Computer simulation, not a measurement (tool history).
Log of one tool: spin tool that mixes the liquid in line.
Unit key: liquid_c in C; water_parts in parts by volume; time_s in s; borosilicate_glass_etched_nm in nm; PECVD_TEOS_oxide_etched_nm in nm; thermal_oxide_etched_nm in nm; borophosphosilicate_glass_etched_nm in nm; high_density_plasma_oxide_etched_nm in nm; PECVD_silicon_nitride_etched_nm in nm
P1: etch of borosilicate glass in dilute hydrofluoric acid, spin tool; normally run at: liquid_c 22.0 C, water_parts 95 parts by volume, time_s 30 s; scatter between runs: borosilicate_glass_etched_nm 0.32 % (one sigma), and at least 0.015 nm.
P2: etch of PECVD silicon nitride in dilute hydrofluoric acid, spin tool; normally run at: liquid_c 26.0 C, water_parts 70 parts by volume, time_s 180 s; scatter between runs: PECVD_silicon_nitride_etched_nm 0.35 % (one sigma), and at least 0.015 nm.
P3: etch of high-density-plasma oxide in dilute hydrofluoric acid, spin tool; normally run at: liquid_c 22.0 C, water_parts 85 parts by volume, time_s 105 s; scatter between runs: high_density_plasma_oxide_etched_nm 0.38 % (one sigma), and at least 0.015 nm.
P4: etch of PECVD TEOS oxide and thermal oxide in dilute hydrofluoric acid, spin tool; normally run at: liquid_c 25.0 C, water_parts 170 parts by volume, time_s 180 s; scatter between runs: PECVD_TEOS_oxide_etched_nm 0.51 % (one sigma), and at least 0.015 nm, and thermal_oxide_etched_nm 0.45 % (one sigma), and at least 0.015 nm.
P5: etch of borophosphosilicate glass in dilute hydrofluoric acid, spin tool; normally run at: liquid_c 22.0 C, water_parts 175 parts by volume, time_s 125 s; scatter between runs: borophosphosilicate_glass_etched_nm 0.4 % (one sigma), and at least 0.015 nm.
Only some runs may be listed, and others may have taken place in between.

run	hour	process	liquid_c	water_parts	time_s	borosilicate_glass_etched_nm	PECVD_TEOS_oxide_etched_nm	thermal_oxide_etched_nm	borophosphosilicate_glass_etched_nm	high_density_plasma_oxide_etched_nm	PECVD_silicon_nitride_etched_nm
1	3.9	P1	22.0	95	30	16.2810					
2	12.3	P1	22.0	95	30	16.2640					
3	19.6	P4	25.0	265	180		7.9103	2.5718			
4	25.9	P1	22.0	95	50	27.2600					
5	34.3	P1	22.0	180	30	7.8576					
6	39.2	P1	22.0	20	30	85.3900					
7	44.0	P5	22.0	175	180				45.225		
8	49.0	P3	26.0	85	105					8.1235	
9	53.1	P1	22.0	95	30	16.3630					
10	60.8	P1	22.0	95	30	16.3010					
11	66.9	P2	30.5	70	180						11.926
12	75.1	P1	22.0	95	30	16.3330					
13	83.0	P5	22.0	95	125				63.010		
# hour 86.8: hydrofluoric acid flow meter replaced
14	87.6	P1	29.5	95	30	22.0950					
15	92.7	P3	22.0	85	25					1.6606	
16	96.6	P5	22.0	175	125				31.275		
17	105.3	P4	18.0	170	180		10.3970	3.3991			
18	110.7	P3	22.0	150	105					3.6334	
19	114.6	P3	22.0	85	105					6.9393	
20	123.1	P4	25.0	170	180		13.6880	4.3960			
21	131.5	P1	22.0	95	30	16.2490					
22	136.1	P1	22.0	95	15	8.1775					

Run 23 has not been measured yet. What should we expect?
23	142.7	P5	17.0	175	125				?		

{"run 23": {"borophosphosilicate_glass_etched_nm": 25.779}}
